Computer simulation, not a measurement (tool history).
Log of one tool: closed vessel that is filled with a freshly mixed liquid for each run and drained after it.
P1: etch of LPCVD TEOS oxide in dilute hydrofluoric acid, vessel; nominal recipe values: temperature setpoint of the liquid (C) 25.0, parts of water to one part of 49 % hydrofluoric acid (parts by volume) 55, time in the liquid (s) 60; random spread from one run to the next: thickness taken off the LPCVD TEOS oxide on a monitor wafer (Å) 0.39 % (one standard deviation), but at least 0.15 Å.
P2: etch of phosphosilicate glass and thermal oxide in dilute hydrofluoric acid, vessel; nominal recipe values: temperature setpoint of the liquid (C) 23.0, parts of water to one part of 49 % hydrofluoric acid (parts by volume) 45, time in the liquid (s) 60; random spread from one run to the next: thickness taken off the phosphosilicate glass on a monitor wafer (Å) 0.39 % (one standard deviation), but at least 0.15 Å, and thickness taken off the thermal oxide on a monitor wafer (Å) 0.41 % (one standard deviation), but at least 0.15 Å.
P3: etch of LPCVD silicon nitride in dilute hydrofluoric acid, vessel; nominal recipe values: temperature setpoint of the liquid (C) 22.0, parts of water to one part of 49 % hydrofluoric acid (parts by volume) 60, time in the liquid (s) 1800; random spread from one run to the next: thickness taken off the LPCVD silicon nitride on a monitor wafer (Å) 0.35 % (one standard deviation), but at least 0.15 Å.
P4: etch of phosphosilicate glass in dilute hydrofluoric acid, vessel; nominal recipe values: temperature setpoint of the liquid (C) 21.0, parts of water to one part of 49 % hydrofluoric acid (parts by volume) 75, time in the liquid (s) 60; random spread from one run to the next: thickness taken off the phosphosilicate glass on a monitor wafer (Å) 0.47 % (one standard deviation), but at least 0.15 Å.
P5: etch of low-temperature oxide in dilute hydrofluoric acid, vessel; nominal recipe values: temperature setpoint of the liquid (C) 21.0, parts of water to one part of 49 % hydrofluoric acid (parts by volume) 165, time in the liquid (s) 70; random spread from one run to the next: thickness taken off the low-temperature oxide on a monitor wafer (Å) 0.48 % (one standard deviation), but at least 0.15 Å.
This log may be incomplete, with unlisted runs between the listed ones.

run     day  process that ran  temperature setpoint of the liquid (C)  parts of water to one part of 49 % hydrofluoric acid (parts by volume)  time in the liquid (s)  hours since the thermometer was replaced  hours since the hydrofluoric acid flow meter was replaced  thickness taken off the LPCVD TEOS oxide on a monitor wafer (Å)  thickness taken off the phosphosilicate glass on a monitor wafer (Å)  thickness taken off the thermal oxide on a monitor wafer (Å)  thickness taken off the low-temperature oxide on a monitor wafer (Å)  thickness taken off the LPCVD silicon nitride on a monitor wafer (Å)
  1   0.283                P1                                    25.0                                                                      55                      60                                    1014.1                                                      868.0                                                           207.34
  2   0.821                P4                                    21.0                                                                      75                      60                                    1027.0                                                      880.9                                                                                                                                1556.30
  3   1.221                P2                                    23.0                                                                      45                      60                                    1036.6                                                      890.5                                                                                                                                1344.20                                                        65.147
  4   1.696                P4                                    28.0                                                                      75                      60                                    1048.0                                                      901.9                                                                                                                                2060.40
  5   2.225                P1                                    29.5                                                                      35                      60                                    1060.7                                                      914.6                                                           404.93
  6   2.629                P5                                    21.0                                                                     165                      70                                    1070.4                                                      924.3                                                                                                                                                                                                                                                                     123.22
  7   3.029                P5                                    26.0                                                                     165                      70                                    1080.0                                                      933.9                                                                                                                                                                                                                                                                     148.39
  8   3.596                P3                                    22.0                                                                      20                    1800                                    1093.6                                                      947.5                                                                                                                                                                                                                                                                                                                                          391.050
  9   4.179                P4                                    21.0                                                                     125                      60                                    1107.6                                                      961.5                                                                                                                                 882.24
 10   4.688                P1                                    25.0                                                                      55                      60                                    1119.8                                                      973.7                                                           209.34
 11   5.133                P1                                    25.0                                                                      55                      60                                    1130.5                                                      984.4                                                           209.13
      5.471  -- thermometer replaced
 12   5.558                P1                                    20.0                                                                      55                      60                                       2.2                                                      994.6                                                           168.85
 13   6.025                P2                                    26.5                                                                      45                      60                                      13.4                                                     1005.8                                                                                                                                1557.80                                                        75.774
 14   6.462                P1                                    30.5                                                                      55                      60                                      23.9                                                     1016.3                                                           257.73
 15   6.954                P5                                    21.0                                                                     165                      70                                      35.7                                                     1028.1                                                                                                                                                                                                                                                                     123.00
 16   7.450                P1                                    25.0                                                                      55                      60                                      47.6                                                     1040.0                                                           208.67
 17   7.729                P1                                    25.0                                                                      55                      30                                      54.3                                                     1046.7                                                           104.76
 18   8.225                P1                                    25.0                                                                      85                      60                                      66.2                                                     1058.6                                                           129.89
 19   8.721                P1                                    25.0                                                                      55                      60                                      78.1                                                     1070.5                                                           210.04
 20   9.312                P1                                    31.0                                                                      20                      60                                      92.3                                                     1084.7                                                           767.86
 21   9.908                P4                                    21.0                                                                      75                      30                                     106.6                                                     1099.0                                                                                                                                 775.87
 22  10.388                P1                                    25.0                                                                      20                      60                                     118.1                                                     1110.5                                                           600.37
 23  10.700                P4                                    21.0                                                                      75                      60                                     125.6                                                     1118.0                                                                                                                                1542.10
 24  11.200                P3                                    29.5                                                                      60                    1800                                     137.6                                                     1130.0                                                                                                                                                                                                                                                                                                                                          221.640
 25  11.733                P5                                    21.0                                                                     165                     100                                     150.4                                                     1142.8                                                                                                                                                                                                                                                                     175.16
 26  12.096                P2                                    23.0                                                                      20                      60                                     159.1                                                     1151.5                                                                                                                                3131.90                                                       152.360
 27  12.650                P3                                    22.0                                                                      60                    1800                                     172.4                                                     1164.8                                                                                                                                                                                                                                                                                                                                          134.460
 28  13.233                P2                                    23.0                                                                      45                     115                                     186.4                                                     1178.8                                                                                                                                2578.60                                                       125.020
 29  13.533                P1                                    32.5                                                                      55                      90                                     193.6                                                     1186.0                                                           420.34
 30  13.888                P1                                    25.0                                                                      55                      95                                     202.1                                                     1194.5                                                           331.31
 31  14.379                P3                                    22.0                                                                      60                     315                                     213.9                                                     1206.3                                                                                                                                                                                                                                                                                                                                           23.627
 32  14.796                P5                                    21.0                                                                     255                      70                                     223.9                                                     1216.3                                                                                                                                                                                                                                                                      72.70
 33  15.271                P1                                    25.0                                                                      55                      60                                     235.3                                                     1227.7                                                           209.27
 34  15.788                P1                                    25.0                                                                      55                      60                                     247.7                                                     1240.1                                                           201.63
 35  16.229                P1                                    25.0                                                                      55                      60                                     258.3                                                     1250.7                                                           199.24
 36  16.725                P1                                    25.0                                                                      55                      60                                     270.2                                                     1262.6                                                           198.12
 37  17.183                P1                                    25.0                                                                      55                      60                                     281.2                                                     1273.6                                                           197.70
 38  17.738                P1                                    25.0                                                                      55                      60                                     294.5                                                     1286.9                                                           197.33
 39  18.000                P1                                    25.0                                                                      55                      60                                     300.8                                                     1293.2                                                           195.04

P1 has crept away from where it was. The log is fitted equally well by each of these 2 causes, at the sizes shown:
A: hydrofluoric acid flow below the setpoint (%) = 5.28
B: liquid colder than its thermometer reads (K) = 1.43
Onset of the creep was near day 15.271.

Consider the 4 single-wafer check runs listed below, results given as question marks: which one distinguishes between the causes by giving clearly different results for each?
check 1  18.262                P3                                    28.5                                                                      60                     620                                                                                                                                                                                                                                                                                                                                                                                                                                                     ?
check 2  18.262                P4                                    27.0                                                                      75                      30                                                                                                                                                                                                                                           ?
check 3  18.262                P2                                    23.0                                                                      20                     115                                                                                                                                                                                                                                           ?                                                             ?
check 4  18.262                P5                                    26.0                                                                     165                      70                                                                                                                                                                                                                                                                                                                                                                               ?

How each check would come out, cause by cause:
  check                                                                result     if A     if B
check 1  thickness taken off the LPCVD silicon nitride on a monitor wafer (Å)   67.719   65.092
check 2  thickness taken off the phosphosilicate glass on a monitor wafer (Å)   930.35   933.47
check 3  thickness taken off the phosphosilicate glass on a monitor wafer (Å)  5683.40  5651.40
check 3          thickness taken off the thermal oxide on a monitor wafer (Å)  276.240  274.680
check 4  thickness taken off the low-temperature oxide on a monitor wafer (Å)   139.34   140.97
Per check, the gap between the least separated pair of causes, taken in the result that splits them most: check 1 3.96 %; check 2 0.34 %; check 3 0.56 %; check 4 1.16 %
The other checks would show nearly matching results whichever cause is true, so check 1 is the only one that separates the causes.

Check 1 was carried out, with these results: thickness taken off the LPCVD silicon nitride on a monitor wafer (Å) 68.232. Which of the listed causes is responsible?

The correct cause is A, namely: hydrofluoric acid flow below the setpoint (%).
